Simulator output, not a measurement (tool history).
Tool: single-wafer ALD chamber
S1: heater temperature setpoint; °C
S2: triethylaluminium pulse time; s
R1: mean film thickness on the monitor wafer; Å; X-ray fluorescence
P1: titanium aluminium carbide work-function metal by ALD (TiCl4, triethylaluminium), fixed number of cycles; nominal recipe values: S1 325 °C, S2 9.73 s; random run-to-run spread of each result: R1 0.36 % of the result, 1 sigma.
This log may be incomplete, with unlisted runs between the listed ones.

Run 1, hour 7.5: S1 325 °C, S2 9.73 s. Result: R1 21.190 Å.
Run 2, hour 18.2: S1 337 °C, S2 6.28 s. Result: R1 20.323 Å.
Run 3, hour 30.5: S1 305 °C, S2 3.94 s. Result: R1 15.101 Å.
Run 4, hour 46.2: S1 325 °C, S2 9.73 s. Result: R1 21.172 Å.
Run 5, hour 58.3: S1 325 °C, S2 9.73 s. Result: R1 21.092 Å.
Run 6, hour 69.8: S1 311 °C, S2 5.78 s. Result: R1 17.902 Å.
Run 7, hour 84.0: S1 325 °C, S2 15.71 s. Result: R1 22.018 Å.
Run 8, hour 97.6: S1 350 °C, S2 9.73 s. Result: R1 23.365 Å.
Run 9, hour 108.4: S1 325 °C, S2 4.20 s. Result: R1 16.805 Å.
Run 10, hour 116.3: S1 325 °C, S2 9.73 s. Result: R1 21.168 Å.
Run 11, hour 128.0: S1 325 °C, S2 9.73 s. Result: R1 21.055 Å.
Run 12, hour 140.1: S1 325 °C, S2 9.73 s. Result: R1 21.097 Å.
Run 13, hour 154.9: S1 303 °C, S2 9.73 s. Result: R1 19.361 Å.
Run 14, hour 164.4: S1 325 °C, S2 9.73 s. Result: R1 21.353 Å.
Run 15, hour 173.9: S1 325 °C, S2 9.73 s. Result: R1 21.135 Å.
Run 16, hour 185.0: S1 325 °C, S2 9.73 s. Result: R1 20.914 Å.
Run 17, hour 200.7: S1 325 °C, S2 9.73 s. Result: R1 20.875 Å.
Run 18, hour 213.2: S1 325 °C, S2 9.73 s. Result: R1 20.862 Å.
Run 19, hour 220.6: S1 325 °C, S2 9.73 s. Result: R1 20.859 Å.
Run 20, hour 232.2: S1 325 °C, S2 9.73 s. Result: R1 20.888 Å.
Run 21, hour 241.8: S1 325 °C, S2 9.73 s. Result: R1 20.794 Å.
Run 22, hour 250.9: S1 325 °C, S2 9.73 s. Result: R1 20.950 Å.
Run 23, hour 259.9: S1 325 °C, S2 9.73 s. Result: R1 20.916 Å.
Run 24, hour 267.0: S1 325 °C, S2 9.73 s. Result: R1 20.906 Å.

The output of P1 has drifted from where it used to be. Each of the 2 causes below, taken at the size shown beside it, accounts for the log equally well:
A: triethylaluminium dose below that of a fresh bottle (%) = 11.8
B: wafer temperature below the value expected at the setpoint (K) = 4.43
Onset of the creep was near hour 164.4.

Question marks stand in for the results of the 4 check runs listed below, each run on one wafer. Under which run would the listed causes show clearly different results?
Run check 1, hour 274.1: S1 325 °C, S2 5.49 s. Result: R1 ?.
Run check 2, hour 274.1: S1 305 °C, S2 9.73 s. Result: R1 ?.
Run check 3, hour 274.1: S1 340 °C, S2 9.73 s. Result: R1 ?.
Run check 4, hour 274.1: S1 349 °C, S2 9.73 s. Result: R1 ?.

What each check would give under each cause:
  check  result    if A    if B
check 1      R1  17.850  18.350
check 2      R1  19.199  19.173
check 3      R1  22.104  22.122
check 4      R1  22.861  22.890
Per-check spread between the two closest causes, in the result where they differ most: check 1 2.76 %; check 2 0.13 %; check 3 0.08 %; check 4 0.13 %
Only in check 1 would the causes give clearly different results; in the remaining checks their results would be nearly the same.

After running check 1, the following was obtained: R1 18.291 Å. Which cause does this point to?

It was cause B: wafer temperature below the value expected at the setpoint (K).
